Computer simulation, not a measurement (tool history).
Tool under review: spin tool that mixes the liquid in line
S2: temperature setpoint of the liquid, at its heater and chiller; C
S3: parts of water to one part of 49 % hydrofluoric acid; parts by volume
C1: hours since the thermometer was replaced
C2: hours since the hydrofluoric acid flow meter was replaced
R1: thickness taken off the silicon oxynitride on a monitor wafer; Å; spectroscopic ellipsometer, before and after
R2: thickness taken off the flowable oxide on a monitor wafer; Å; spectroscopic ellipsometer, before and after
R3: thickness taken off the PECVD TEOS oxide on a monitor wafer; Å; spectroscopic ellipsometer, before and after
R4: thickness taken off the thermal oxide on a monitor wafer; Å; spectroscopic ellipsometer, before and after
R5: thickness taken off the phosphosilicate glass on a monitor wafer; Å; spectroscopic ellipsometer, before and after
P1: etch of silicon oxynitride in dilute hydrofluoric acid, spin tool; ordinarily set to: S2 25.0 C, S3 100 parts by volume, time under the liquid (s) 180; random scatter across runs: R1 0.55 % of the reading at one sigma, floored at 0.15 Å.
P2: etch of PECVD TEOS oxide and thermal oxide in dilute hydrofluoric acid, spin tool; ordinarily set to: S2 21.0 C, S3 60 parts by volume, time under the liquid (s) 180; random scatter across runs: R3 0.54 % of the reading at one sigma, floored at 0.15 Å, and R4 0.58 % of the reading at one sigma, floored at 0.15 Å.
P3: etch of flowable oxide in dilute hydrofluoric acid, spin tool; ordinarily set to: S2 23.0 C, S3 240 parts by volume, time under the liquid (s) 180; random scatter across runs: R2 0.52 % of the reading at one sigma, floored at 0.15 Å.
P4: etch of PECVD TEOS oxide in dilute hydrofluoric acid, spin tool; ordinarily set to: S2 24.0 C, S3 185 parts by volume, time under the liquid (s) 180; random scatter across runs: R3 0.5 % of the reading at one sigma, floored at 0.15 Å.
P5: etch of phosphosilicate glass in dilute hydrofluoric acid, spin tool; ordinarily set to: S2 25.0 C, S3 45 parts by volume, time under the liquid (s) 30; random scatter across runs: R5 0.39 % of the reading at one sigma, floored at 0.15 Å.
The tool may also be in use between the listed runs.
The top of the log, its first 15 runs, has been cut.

run 16 day=6.529 | process_that_ran=P1 S2=25.0 S3=60 time_under_the_liquid_(s)=180 | C1=582.4 C2=465.9 | R1=85.3370
run 17 day=7.062 | process_that_ran=P5 S2=17.5 S3=45 time_under_the_liquid_(s)=30 | C1=595.2 C2=478.7 | R5=332.89
run 18 day=7.450 | process_that_ran=P1 S2=25.0 S3=35 time_under_the_liquid_(s)=335 | C1=604.5 C2=488.0 | R1=279.3300
run 19 day=7.942 | process_that_ran=P3 S2=23.0 S3=240 time_under_the_liquid_(s)=15 | C1=616.3 C2=499.8 | R2=20.167
run 20 day=8.246 | process_that_ran=P5 S2=25.0 S3=45 time_under_the_liquid_(s)=30 | C1=623.6 C2=507.1 | R5=459.31
run 21 day=8.717 | process_that_ran=P4 S2=24.0 S3=40 time_under_the_liquid_(s)=180 | C1=634.9 C2=518.4 | R3=412.730
run 22 day=9.096 | process_that_ran=P2 S2=26.5 S3=60 time_under_the_liquid_(s)=180 | C1=644.0 C2=527.5 | R3=294.130 R4=166.38
run 23 day=9.533 | process_that_ran=P1 S2=25.0 S3=100 time_under_the_liquid_(s)=180 | C1=654.5 C2=538.0 | R1=49.8160
run 24 day=9.812 | process_that_ran=P3 S2=17.0 S3=240 time_under_the_liquid_(s)=180 | C1=661.2 C2=544.7 | R2=194.500
run 25 day=10.092 | process_that_ran=P1 S2=25.0 S3=100 time_under_the_liquid_(s)=180 | C1=667.9 C2=551.4 | R1=49.5550
run 26 day=10.400 | process_that_ran=P5 S2=25.0 S3=60 time_under_the_liquid_(s)=30 | C1=675.3 C2=558.8 | R5=333.17
run 27 day=10.862 | process_that_ran=P4 S2=24.0 S3=185 time_under_the_liquid_(s)=180 | C1=686.4 C2=569.9 | R3=75.717
run 28 day=11.167 | process_that_ran=P1 S2=31.5 S3=100 time_under_the_liquid_(s)=180 | C1=693.7 C2=577.2 | R1=66.2160

Predict the results of run 29:
run 29 day=11.442 | process_that_ran=P1 S2=20.5 S3=100 time_under_the_liquid_(s)=180 | C1=700.3 C2=583.8 | R1=?

Run 29 produced R1 40.1070 Å.

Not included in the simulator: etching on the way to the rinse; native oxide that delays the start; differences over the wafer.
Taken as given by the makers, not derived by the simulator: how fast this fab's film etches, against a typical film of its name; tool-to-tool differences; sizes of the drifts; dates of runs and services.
